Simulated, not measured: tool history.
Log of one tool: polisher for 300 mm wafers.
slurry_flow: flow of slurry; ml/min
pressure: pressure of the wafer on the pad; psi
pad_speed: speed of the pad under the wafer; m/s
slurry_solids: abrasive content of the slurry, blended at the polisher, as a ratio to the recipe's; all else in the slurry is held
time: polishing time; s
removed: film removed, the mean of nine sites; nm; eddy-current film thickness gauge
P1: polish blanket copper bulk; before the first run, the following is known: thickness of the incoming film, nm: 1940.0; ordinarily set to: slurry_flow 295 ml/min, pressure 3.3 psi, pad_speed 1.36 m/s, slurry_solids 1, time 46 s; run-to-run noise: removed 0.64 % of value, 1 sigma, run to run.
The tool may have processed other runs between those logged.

run   hour  slurry_flow  pressure  pad_speed  slurry_solids  time  wafers polished on this pad  hours since the slurry nozzle was cleaned  hours since the head pressure was calibrated  hours since the slurry blender was calibrated  removed
  1    6.9          295       3.3       1.36              1    46                          422                                       67.9                                         655.8                                          142.9   802.34
  2   15.5          295       3.3       1.36              1    31                          504                                       76.5                                         664.4                                          151.5   544.58
  3   20.9          295       1.5       1.36              1    46                          555                                       81.9                                         669.8                                          156.9   365.55
      25.6  -- worn pad replaced by a new one
  4     29          215       4.4       1.36              1    46                           32                                         90                                         677.9                                            165   1030.4
  5   36.5          410       3.3       1.36              1    46                          104                                       97.5                                         685.4                                          172.5   823.39
  6   45.1          385       1.5       1.36              1    46                          186                                      106.1                                           694                                          181.1   378.78
  7   53.8          295       3.3       1.36              1    46                          268                                      114.8                                         702.7                                          189.8   803.07
  8   63.6          295       3.3       1.36            0.7    46                          362                                      124.6                                         712.5                                          199.6   744.47
  9   70.2          295       3.3       1.36              1    46                          425                                      131.2                                         719.1                                          206.2   806.18
 10     80          295       4.6       1.36              1    46                          518                                        141                                         728.9                                            216   1124.9
 11   87.2          445       1.7       1.36              1    46                          587                                      148.2                                         736.1                                          223.2   430.88
        92  -- slurry blender recalibrated
 12   95.4          295       3.3       1.36           1.25    46                          665                                      156.4                                         744.3                                            3.4   856.51
 13  105.2          295       3.3       1.36              1    46                          758                                      166.2                                         754.1                                           13.2   810.54
     108.3  -- slurry nozzle cleaned
 14  112.9          295       3.3       1.36              1    46                          832                                        4.7                                         761.8                                           20.9   805.13
 15  119.5          295       3.3       1.36              1    66                          895                                       11.3                                         768.4                                           27.5   1150.9
 16  128.9          175       3.3       1.36              1    46                          984                                       20.7                                         777.8                                           36.9   755.43
 17  137.3          295       3.3       2.08              1    46                         1065                                       29.1                                         786.2                                           45.3   1234.3
 18  145.8          295       3.3       0.74              1    46                         1146                                       37.6                                         794.7                                           53.8   436.24
 19  150.9          295       3.3       1.36              1    46                         1194                                       42.7                                         799.8                                           58.9   806.97
 20    157          295       3.3       1.36              1    46                         1252                                       48.8                                         805.9                                             65   793.55
 21  166.4          295       3.3       1.36              1    46                         1342                                       58.2                                         815.3                                           74.4   775.24
 22  171.3          295       3.3       1.36              1    46                         1389                                       63.1                                         820.2                                           79.3   764.17
     173.3  -- worn pad replaced by a new one
     174.7  -- slurry blender recalibrated
 23  178.2          295       3.3       1.36              1    46                           47                                         70                                         827.1                                            3.5   765.96
 24  186.1          295       3.3       1.36              1    46                          122                                       77.9                                           835                                           11.4   764.71
 25  192.3          295       3.3       1.36              1    46                          181                                       84.1                                         841.2                                           17.6   762.57
 26  198.5          295       3.3       1.36              1    46                          241                                       90.3                                         847.4                                           23.8   756.99

Something has made what P1 gives creep away from where it was; the 2 causes below, each at its own stated size, fit the log equally well:
A: head's pressure below its setpoint, % = 5.58
B: slurry flow missing at the pad, % = 39
The gradual shift began around hour 150.9.
What rules out each remaining cause:
removal rate lost through wear of the pad, %: serviced after onset, at hour 173.3, with no recovery of the prior output
abrasive missing from the slurry, %: serviced after onset, at hour 174.7, with no recovery of the prior output

The 4 check runs listed below each average the results of 5 wafers, and their outcomes are marked with question marks. Under which run would the listed causes produce clearly different results?
check 1  204.7          295       3.3       2.04              1    46                                                                                                                                                                             ?
check 2  204.7          295       1.5       1.36              1    46                                                                                                                                                                             ?
check 3  204.7          210       4.1       1.36              1    46                                                                                                                                                                             ?
check 4  204.7          295       3.3          1              1    46                                                                                                                                                                             ?

Check results expected under each cause:
  check   result    if A    if B
check 1  removed  1143.6  1143.5
check 2  removed  346.55  346.53
check 3  removed  913.23  893.69
check 4  removed   560.6  560.56
How far apart the two closest causes lie, in the result that separates them most: check 1 0.01 %; check 2 0.01 %; check 3 2.16 %; check 4 0.01 %
Only check 3 tells the causes apart: in the others they would give nearly the same result.

Check 3 has now been run. It gave: removed 913.61 nm. Which of the candidate causes is it?

Of the candidate causes, it is A: head's pressure below its setpoint, %.
